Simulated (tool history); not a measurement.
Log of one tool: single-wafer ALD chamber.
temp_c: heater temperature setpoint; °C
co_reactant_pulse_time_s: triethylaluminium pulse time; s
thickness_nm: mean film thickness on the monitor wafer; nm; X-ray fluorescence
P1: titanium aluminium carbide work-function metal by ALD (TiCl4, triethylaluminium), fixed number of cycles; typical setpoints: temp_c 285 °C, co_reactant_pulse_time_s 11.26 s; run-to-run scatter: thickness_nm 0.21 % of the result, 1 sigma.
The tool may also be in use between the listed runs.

| run | hour | temp_c | co_reactant_pulse_time_s | hours since the last thermocouple change | hours since the last triethylaluminium bottle change | thickness_nm |
|---|---|---|---|---|---|---|
| 1 | 14.8 | 285 | 11.26 | 836.2 | 266.7 | 1.9369 |
|  | 24.2 | thermocouple changed; heater temperature recalibrated |
|  | 26.1 | triethylaluminium bottle replaced |
| 2 | 26.5 | 285 | 11.26 | 2.4 | 0.5 | 1.9314 |
| 3 | 40.2 | 285 | 11.26 | 16.1 | 14.2 | 1.9284 |
| 4 | 50.3 | 285 | 7.46 | 26.2 | 24.3 | 1.8198 |
| 5 | 60.9 | 285 | 16.00 | 36.8 | 34.9 | 1.9684 |
| 6 | 73.1 | 301 | 11.26 | 49.0 | 47.1 | 2.0794 |
| 7 | 88.7 | 299 | 7.30 | 64.6 | 62.7 | 1.9385 |
| 8 | 102.0 | 285 | 11.26 | 77.9 | 76.0 | 1.9329 |
| 9 | 115.2 | 264 | 11.26 | 91.1 | 89.2 | 1.7436 |
| 10 | 128.8 | 285 | 11.26 | 104.7 | 102.8 | 1.9366 |
| 11 | 143.9 | 285 | 11.26 | 119.8 | 117.9 | 1.9385 |

What will run 12 give?
| 12 | 154.6 | 285 | 11.26 | 130.5 | 128.6 | ? |

{"run 12": {"thickness_nm": 1.9269}}
